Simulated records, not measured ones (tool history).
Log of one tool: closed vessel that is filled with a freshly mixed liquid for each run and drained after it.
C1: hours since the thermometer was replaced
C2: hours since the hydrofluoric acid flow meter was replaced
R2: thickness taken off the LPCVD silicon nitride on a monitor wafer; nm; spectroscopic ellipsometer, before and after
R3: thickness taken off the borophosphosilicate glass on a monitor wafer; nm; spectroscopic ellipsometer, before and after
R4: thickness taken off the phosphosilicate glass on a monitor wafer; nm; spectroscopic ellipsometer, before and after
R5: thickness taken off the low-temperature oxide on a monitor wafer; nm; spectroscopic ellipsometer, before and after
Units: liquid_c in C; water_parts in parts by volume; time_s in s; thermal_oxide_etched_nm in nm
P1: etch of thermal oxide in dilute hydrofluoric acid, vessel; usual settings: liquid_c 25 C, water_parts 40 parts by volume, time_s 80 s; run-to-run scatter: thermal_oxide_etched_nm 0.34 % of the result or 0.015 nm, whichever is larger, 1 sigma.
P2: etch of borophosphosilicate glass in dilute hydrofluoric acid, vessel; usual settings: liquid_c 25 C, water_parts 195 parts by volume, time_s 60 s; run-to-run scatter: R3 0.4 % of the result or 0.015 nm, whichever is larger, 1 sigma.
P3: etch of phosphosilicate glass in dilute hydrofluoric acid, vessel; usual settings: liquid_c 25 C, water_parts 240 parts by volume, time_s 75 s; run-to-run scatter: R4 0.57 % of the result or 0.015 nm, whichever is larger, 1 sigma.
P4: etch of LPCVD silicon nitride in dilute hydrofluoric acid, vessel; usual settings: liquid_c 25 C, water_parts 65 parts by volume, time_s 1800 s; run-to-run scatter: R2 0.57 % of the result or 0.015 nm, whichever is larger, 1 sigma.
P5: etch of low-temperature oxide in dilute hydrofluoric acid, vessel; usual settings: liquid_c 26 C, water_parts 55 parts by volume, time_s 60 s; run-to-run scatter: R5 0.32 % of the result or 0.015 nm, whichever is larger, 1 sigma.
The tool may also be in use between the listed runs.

Run 1, hour 12.2: process P1, liquid_c 25 C, water_parts 40 parts by volume, time_s 80 s; C1 1182.8; C2 545.9. Result: thermal_oxide_etched_nm 10.154 nm.
Run 2, hour 20: process P4, liquid_c 25 C, water_parts 65 parts by volume, time_s 1800 s; C1 1190.6; C2 553.7. Result: R2 12.341 nm.
Run 3, hour 28.2: process P2, liquid_c 25 C, water_parts 35 parts by volume, time_s 60 s; C1 1198.8; C2 561.9. Result: R3 106.33 nm.
Run 4, hour 36.4: process P4, liquid_c 25 C, water_parts 115 parts by volume, time_s 1800 s; C1 1207; C2 570.1. Result: R2 7.0309 nm.
Run 5, hour 43.5: process P3, liquid_c 29 C, water_parts 240 parts by volume, time_s 75 s; C1 1214.1; C2 577.2. Result: R4 63.224 nm.
Run 6, hour 53.7: process P5, liquid_c 30 C, water_parts 55 parts by volume, time_s 60 s; C1 1224.3; C2 587.4. Result: R5 51.133 nm.
Run 7, hour 61.2: process P1, liquid_c 31 C, water_parts 40 parts by volume, time_s 80 s; C1 1231.8; C2 594.9. Result: thermal_oxide_etched_nm 12.876 nm.
Run 8, hour 67.5: process P4, liquid_c 25 C, water_parts 65 parts by volume, time_s 1800 s; C1 1238.1; C2 601.2. Result: R2 12.441 nm.
Run 9, hour 79.4: process P2, liquid_c 28.5 C, water_parts 195 parts by volume, time_s 60 s; C1 1250; C2 613.1. Result: R3 17.88 nm.
Run 10, hour 89.8: process P5, liquid_c 26 C, water_parts 55 parts by volume, time_s 60 s; C1 1260.4; C2 623.5. Result: R5 43.81 nm.
Run 11, hour 102.5: process P5, liquid_c 26 C, water_parts 55 parts by volume, time_s 60 s; C1 1273.1; C2 636.2. Result: R5 43.686 nm.
Run 12, hour 114: process P5, liquid_c 26 C, water_parts 55 parts by volume, time_s 30 s; C1 1284.6; C2 647.7. Result: R5 21.656 nm.
Run 13, hour 123.6: process P1, liquid_c 25 C, water_parts 40 parts by volume, time_s 80 s; C1 1294.2; C2 657.3. Result: thermal_oxide_etched_nm 10.117 nm.
Run 14, hour 136.7: process P2, liquid_c 25 C, water_parts 195 parts by volume, time_s 60 s; C1 1307.3; C2 670.4. Result: R3 15.736 nm.
Run 15, hour 144.5: process P1, liquid_c 25 C, water_parts 20 parts by volume, time_s 80 s; C1 1315.1; C2 678.2. Result: thermal_oxide_etched_nm 20.823 nm.
Run 16, hour 153.6: process P3, liquid_c 25 C, water_parts 50 parts by volume, time_s 75 s; C1 1324.2; C2 687.3. Result: R4 327.67 nm.
Run 17, hour 161.8: process P1, liquid_c 25 C, water_parts 65 parts by volume, time_s 80 s; C1 1332.4; C2 695.5. Result: thermal_oxide_etched_nm 5.9722 nm.
Run 18, hour 174.2: process P1, liquid_c 25 C, water_parts 40 parts by volume, time_s 30 s; C1 1344.8; C2 707.9. Result: thermal_oxide_etched_nm 3.7912 nm.
Run 19, hour 181.4: process P2, liquid_c 25 C, water_parts 195 parts by volume, time_s 60 s; C1 1352; C2 715.1. Result: R3 15.716 nm.
Run 20, hour 193.6: process P4, liquid_c 25 C, water_parts 65 parts by volume, time_s 355 s; C1 1364.2; C2 727.3. Result: R2 2.4664 nm.
Run 21, hour 199.9: process P3, liquid_c 25 C, water_parts 240 parts by volume, time_s 30 s; C1 1370.5; C2 733.6. Result: R4 22.061 nm.
Run 22, hour 206: process P1, liquid_c 25 C, water_parts 40 parts by volume, time_s 80 s; C1 1376.6; C2 739.7. Result: thermal_oxide_etched_nm 10.067 nm.
Run 23, hour 215.1: process P1, liquid_c 25 C, water_parts 40 parts by volume, time_s 80 s; C1 1385.7; C2 748.8. Result: thermal_oxide_etched_nm 10.045 nm.
Run 24, hour 223.5: process P1, liquid_c 25 C, water_parts 40 parts by volume, time_s 165 s; C1 1394.1; C2 757.2. Result: thermal_oxide_etched_nm 20.876 nm.
Run 25, hour 235.2: process P3, liquid_c 25 C, water_parts 240 parts by volume, time_s 75 s; C1 1405.8; C2 768.9. Result: R4 54.991 nm.
Run 26, hour 246.5: process P1, liquid_c 20 C, water_parts 55 parts by volume, time_s 80 s; C1 1417.1; C2 780.2. Result: thermal_oxide_etched_nm 5.8278 nm.
Run 27, hour 256.7: process P1, liquid_c 20.5 C, water_parts 40 parts by volume, time_s 80 s; C1 1427.3; C2 790.4. Result: thermal_oxide_etched_nm 8.3574 nm.
Run 28, hour 266.9: process P4, liquid_c 18 C, water_parts 65 parts by volume, time_s 1800 s; C1 1437.5; C2 800.6. Result: R2 7.5937 nm.
Run 29, hour 279.8: process P1, liquid_c 25 C, water_parts 40 parts by volume, time_s 80 s; C1 1450.4; C2 813.5. Result: thermal_oxide_etched_nm 10.059 nm.
Run 30, hour 292.6: process P1, liquid_c 25 C, water_parts 40 parts by volume, time_s 80 s; C1 1463.2; C2 826.3. Result: thermal_oxide_etched_nm 10.109 nm.
Run 31, hour 299: process P2, liquid_c 25 C, water_parts 195 parts by volume, time_s 100 s; C1 1469.6; C2 832.7. Result: R3 25.997 nm.

Forecast run 32:
Run 32, hour 306.9: process P5, liquid_c 26 C, water_parts 25 parts by volume, time_s 60 s; C1 1477.5; C2 840.6. Result: R5 ?.

R5: 100.46 nm
